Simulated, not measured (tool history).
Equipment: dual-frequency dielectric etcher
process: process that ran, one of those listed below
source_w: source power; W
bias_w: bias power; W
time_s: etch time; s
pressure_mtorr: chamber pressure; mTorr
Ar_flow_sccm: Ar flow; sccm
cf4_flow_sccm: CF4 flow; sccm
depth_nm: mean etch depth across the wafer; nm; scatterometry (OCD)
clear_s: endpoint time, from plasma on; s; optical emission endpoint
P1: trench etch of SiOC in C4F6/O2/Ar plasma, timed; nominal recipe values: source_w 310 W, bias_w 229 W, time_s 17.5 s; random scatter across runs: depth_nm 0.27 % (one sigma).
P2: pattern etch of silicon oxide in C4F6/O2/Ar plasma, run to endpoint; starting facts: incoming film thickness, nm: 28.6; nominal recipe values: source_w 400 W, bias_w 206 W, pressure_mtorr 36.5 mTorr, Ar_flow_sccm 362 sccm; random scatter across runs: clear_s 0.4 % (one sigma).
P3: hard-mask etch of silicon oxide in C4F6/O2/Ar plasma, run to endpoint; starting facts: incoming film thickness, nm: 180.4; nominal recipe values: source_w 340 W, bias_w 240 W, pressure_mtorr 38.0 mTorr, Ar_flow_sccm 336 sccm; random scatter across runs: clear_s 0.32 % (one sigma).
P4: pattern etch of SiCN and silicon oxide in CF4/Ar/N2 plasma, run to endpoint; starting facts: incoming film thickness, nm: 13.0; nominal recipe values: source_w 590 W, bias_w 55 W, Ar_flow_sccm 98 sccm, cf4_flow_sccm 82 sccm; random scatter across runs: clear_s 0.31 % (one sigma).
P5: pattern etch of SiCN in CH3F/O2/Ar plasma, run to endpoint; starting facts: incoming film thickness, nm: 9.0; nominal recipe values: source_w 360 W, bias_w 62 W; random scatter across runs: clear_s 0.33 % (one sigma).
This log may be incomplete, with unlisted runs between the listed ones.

run 1 hour=2.7 | process=P1 source_w=310 bias_w=229 time_s=17.5 | depth_nm=34.464
run 2 hour=8.2 | process=P1 source_w=310 bias_w=229 time_s=22.0 | depth_nm=43.319
run 3 hour=10.8 | process=P5 source_w=360 bias_w=75 | clear_s=24.5890
run 4 hour=13.9 | process=P5 source_w=460 bias_w=62 | clear_s=24.0930
run 5 hour=17.8 | process=P3 source_w=340 bias_w=240 pressure_mtorr=38.0 Ar_flow_sccm=255 | clear_s=56.7900
run 6 hour=21.8 | process=P1 source_w=310 bias_w=229 time_s=17.5 | depth_nm=34.529
run 7 hour=26.8 | process=P1 source_w=310 bias_w=229 time_s=17.5 | depth_nm=34.695
-- hour=27.0 source power generator calibrated
run 8 hour=29.8 | process=P2 source_w=400 bias_w=206 pressure_mtorr=27.0 Ar_flow_sccm=362 | clear_s=8.5827
run 9 hour=35.5 | process=P1 source_w=310 bias_w=185 time_s=17.5 | depth_nm=32.107
run 10 hour=40.6 | process=P1 source_w=310 bias_w=307 time_s=17.5 | depth_nm=38.278
run 11 hour=43.7 | process=P4 source_w=760 bias_w=55 Ar_flow_sccm=98 cf4_flow_sccm=82 | clear_s=10.1470
run 12 hour=48.1 | process=P3 source_w=420 bias_w=240 pressure_mtorr=38.0 Ar_flow_sccm=336 | clear_s=54.2360
run 13 hour=53.8 | process=P1 source_w=400 bias_w=229 time_s=23.5 | depth_nm=51.002
run 14 hour=57.4 | process=P4 source_w=590 bias_w=55 Ar_flow_sccm=98 cf4_flow_sccm=82 | clear_s=12.6590
run 15 hour=61.4 | process=P4 source_w=590 bias_w=55 Ar_flow_sccm=69 cf4_flow_sccm=82 | clear_s=11.9970
run 16 hour=64.7 | process=P1 source_w=310 bias_w=291 time_s=24.5 | depth_nm=52.448
run 17 hour=69.6 | process=P4 source_w=590 bias_w=55 Ar_flow_sccm=98 cf4_flow_sccm=113 | clear_s=12.0730
run 18 hour=73.8 | process=P1 source_w=310 bias_w=229 time_s=17.5 | depth_nm=34.470
run 19 hour=78.9 | process=P2 source_w=530 bias_w=206 pressure_mtorr=36.5 Ar_flow_sccm=362 | clear_s=8.0248
run 20 hour=81.6 | process=P1 source_w=430 bias_w=229 time_s=17.5 | depth_nm=39.093
run 21 hour=86.2 | process=P4 source_w=590 bias_w=55 Ar_flow_sccm=98 cf4_flow_sccm=82 | clear_s=12.5950
run 22 hour=91.5 | process=P2 source_w=400 bias_w=206 pressure_mtorr=36.5 Ar_flow_sccm=362 | clear_s=8.8612
run 23 hour=95.7 | process=P3 source_w=340 bias_w=240 pressure_mtorr=25.0 Ar_flow_sccm=336 | clear_s=55.7380
run 24 hour=100.4 | process=P3 source_w=340 bias_w=240 pressure_mtorr=38.0 Ar_flow_sccm=336 | clear_s=58.5450
run 25 hour=105.6 | process=P5 source_w=360 bias_w=62 | clear_s=26.2910
run 26 hour=108.1 | process=P1 source_w=310 bias_w=229 time_s=17.5 | depth_nm=34.587
run 27 hour=112.5 | process=P1 source_w=310 bias_w=229 time_s=17.5 | depth_nm=34.587
run 28 hour=118.3 | process=P5 source_w=360 bias_w=62 | clear_s=26.3210
run 29 hour=122.8 | process=P1 source_w=310 bias_w=229 time_s=17.5 | depth_nm=34.338
run 30 hour=125.7 | process=P2 source_w=400 bias_w=264 pressure_mtorr=36.5 Ar_flow_sccm=362 | clear_s=8.1227
run 31 hour=128.8 | process=P3 source_w=340 bias_w=308 pressure_mtorr=38.0 Ar_flow_sccm=336 | clear_s=53.6670
run 32 hour=134.2 | process=P4 source_w=590 bias_w=66 Ar_flow_sccm=98 cf4_flow_sccm=82 | clear_s=11.9630
run 33 hour=137.5 | process=P1 source_w=210 bias_w=229 time_s=17.5 | depth_nm=29.795
run 34 hour=140.3 | process=P2 source_w=400 bias_w=206 pressure_mtorr=36.5 Ar_flow_sccm=257 | clear_s=8.5175
run 35 hour=143.2 | process=P1 source_w=310 bias_w=229 time_s=13.0 | depth_nm=25.689
run 36 hour=147.9 | process=P3 source_w=340 bias_w=240 pressure_mtorr=38.0 Ar_flow_sccm=336 | clear_s=58.8900
run 37 hour=151.5 | process=P1 source_w=310 bias_w=229 time_s=17.5 | depth_nm=34.410
run 38 hour=156.6 | process=P1 source_w=310 bias_w=229 time_s=17.5 | depth_nm=34.292
run 39 hour=159.3 | process=P1 source_w=310 bias_w=229 time_s=17.5 | depth_nm=34.302
run 40 hour=164.9 | process=P1 source_w=310 bias_w=229 time_s=17.5 | depth_nm=34.072
run 41 hour=170.3 | process=P1 source_w=310 bias_w=229 time_s=17.5 | depth_nm=33.932
run 42 hour=173.0 | process=P1 source_w=310 bias_w=229 time_s=17.5 | depth_nm=33.805
run 43 hour=176.3 | process=P1 source_w=310 bias_w=229 time_s=17.5 | depth_nm=34.063
-- hour=176.7 wet clean of the chamber
run 44 hour=179.1 | process=P1 source_w=310 bias_w=229 time_s=17.5 | depth_nm=33.901
run 45 hour=184.7 | process=P1 source_w=310 bias_w=229 time_s=17.5 | depth_nm=33.976
run 46 hour=189.0 | process=P1 source_w=310 bias_w=229 time_s=17.5 | depth_nm=33.854

Compared with where it was, what P1 gives has crept away. Each cause listed below fits the log as well as the rest, at the size given for it:
A: bias power that arrives under what is set, % = 4.8
B: source power that arrives under what is set, % = 4.25
The creep began at about hour 151.5.
All other causes, with the reason each is excluded:
chamber walls in a state that lowers the etch rate, %: work on it at hour 176.7, done after the drift set in, did not restore what the process gave before

Consider the 4 single-wafer check runs listed below, results given as question marks: which one distinguishes between the causes by giving clearly different results for each?
run check 1 hour=193.3 | process=P4 source_w=590 bias_w=55 Ar_flow_sccm=98 cf4_flow_sccm=82 | clear_s=?
run check 2 hour=193.3 | process=P3 source_w=340 bias_w=240 pressure_mtorr=38.0 Ar_flow_sccm=336 | clear_s=?
run check 3 hour=193.3 | process=P2 source_w=400 bias_w=206 pressure_mtorr=36.5 Ar_flow_sccm=362 | clear_s=?
run check 4 hour=193.3 | process=P5 source_w=360 bias_w=62 | clear_s=?

Predicted outcomes, by check and by cause:
check=check_1 result=clear_s if_A=12.8560 if_B=13.1710
check=check_2 result=clear_s if_A=59.5160 if_B=59.5150
check=check_3 result=clear_s if_A=9.0266 if_B=9.0344
check=check_4 result=clear_s if_A=26.8460 if_B=26.8340
Gap, in per cent, between the two causes that each check separates least, read from the result that separates them most: check 1 2.42 %; check 2 0 %; check 3 0.09 %; check 4 0.04 %
Only check 1 tells the causes apart: in the others they would give nearly the same result.

After running check 1, the following was obtained: clear_s 13.1970 s. Which cause does this point to?

It is B: source power that arrives under what is set, %.

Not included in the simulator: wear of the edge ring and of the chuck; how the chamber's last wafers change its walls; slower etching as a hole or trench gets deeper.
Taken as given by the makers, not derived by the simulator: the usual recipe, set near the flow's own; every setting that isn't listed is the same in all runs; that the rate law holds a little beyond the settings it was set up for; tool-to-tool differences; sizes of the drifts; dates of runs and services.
